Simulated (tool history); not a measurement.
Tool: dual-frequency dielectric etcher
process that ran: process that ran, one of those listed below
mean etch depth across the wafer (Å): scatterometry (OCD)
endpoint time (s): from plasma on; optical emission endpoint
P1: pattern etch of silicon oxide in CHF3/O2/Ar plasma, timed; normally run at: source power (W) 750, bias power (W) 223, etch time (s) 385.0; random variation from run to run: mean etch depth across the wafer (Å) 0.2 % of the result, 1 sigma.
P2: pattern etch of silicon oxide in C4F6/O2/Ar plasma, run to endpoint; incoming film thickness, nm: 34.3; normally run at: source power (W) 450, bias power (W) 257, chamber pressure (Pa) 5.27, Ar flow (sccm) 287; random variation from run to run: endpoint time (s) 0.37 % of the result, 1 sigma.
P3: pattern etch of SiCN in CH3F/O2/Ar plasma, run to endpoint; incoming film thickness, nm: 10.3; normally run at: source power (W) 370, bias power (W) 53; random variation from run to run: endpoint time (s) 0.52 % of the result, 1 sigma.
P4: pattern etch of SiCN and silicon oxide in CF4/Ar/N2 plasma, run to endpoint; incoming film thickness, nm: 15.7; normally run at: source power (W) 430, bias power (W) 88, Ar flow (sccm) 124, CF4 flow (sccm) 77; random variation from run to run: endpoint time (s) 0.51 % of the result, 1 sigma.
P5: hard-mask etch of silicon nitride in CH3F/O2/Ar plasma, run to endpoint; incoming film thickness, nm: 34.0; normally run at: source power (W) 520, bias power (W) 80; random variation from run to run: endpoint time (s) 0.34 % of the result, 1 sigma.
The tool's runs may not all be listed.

| run | hour | process that ran | source power (W) | bias power (W) | etch time (s) | Ar flow (sccm) | CF4 flow (sccm) | chamber pressure (Pa) | mean etch depth across the wafer (Å) | endpoint time (s) |
|---|---|---|---|---|---|---|---|---|---|---|
| 1 | 16.3 | P1 | 750 | 223 | 385.0 |  |  |  | 8790.3 |  |
| 2 | 29.0 | P4 | 330 | 88 |  | 124 | 77 |  |  | 22.4990 |
| 3 | 46.6 | P5 | 390 | 80 |  |  |  |  |  | 47.6320 |
| 4 | 56.9 | P1 | 750 | 303 | 282.0 |  |  |  | 7193.6 |  |
| 5 | 68.7 | P1 | 750 | 223 | 547.5 |  |  |  | 12532.0 |  |
| 6 | 76.9 | P2 | 450 | 311 |  | 287 |  | 5.27 |  | 8.8820 |
| 7 | 84.9 | P3 | 370 | 35 |  |  |  |  |  | 35.3570 |
| 8 | 101.6 | P1 | 990 | 287 | 385.0 |  |  |  | 10718.0 |  |
| 9 | 109.8 | P4 | 430 | 88 |  | 124 | 107 |  |  | 16.8070 |
| 10 | 127.4 | P3 | 250 | 53 |  |  |  |  |  | 35.7610 |
| 11 | 137.6 | P4 | 430 | 88 |  | 163 | 77 |  |  | 18.5290 |
| 12 | 148.3 | P2 | 280 | 257 |  | 287 |  | 5.27 |  | 11.3650 |
| 13 | 162.1 | P1 | 750 | 223 | 385.0 |  |  |  | 8814.1 |  |
| 14 | 170.8 | P1 | 750 | 223 | 293.0 |  |  |  | 6701.2 |  |
| 15 | 183.4 | P1 | 750 | 223 | 385.0 |  |  |  | 8808.6 |  |
| 16 | 198.1 | P1 | 750 | 223 | 385.0 |  |  |  | 8789.2 |  |
| 17 | 214.3 | P2 | 450 | 257 |  | 175 |  | 5.27 |  | 9.0051 |
|  | 220.1 | bias power generator calibrated |
| 18 | 223.2 | P5 | 520 | 53 |  |  |  |  |  | 48.5530 |
| 19 | 232.2 | P2 | 450 | 257 |  | 287 |  | 7.33 |  | 9.8538 |
| 20 | 241.2 | P1 | 750 | 223 | 385.0 |  |  |  | 8816.8 |  |
| 21 | 256.6 | P3 | 370 | 53 |  |  |  |  |  | 30.7860 |
| 22 | 267.6 | P4 | 430 | 88 |  | 124 | 77 |  |  | 17.7030 |
| 23 | 280.2 | P1 | 750 | 223 | 385.0 |  |  |  | 8822.5 |  |
| 24 | 298.5 | P1 | 750 | 309 | 385.0 |  |  |  | 9908.9 |  |
| 25 | 309.9 | P1 | 990 | 223 | 218.5 |  |  |  | 5551.5 |  |

Run 26 comes next. What will it give?
| 26 | 321.7 | P1 | 750 | 149 | 385.0 |  |  |  | ? |  |

mean etch depth across the wafer (Å): 7719.0
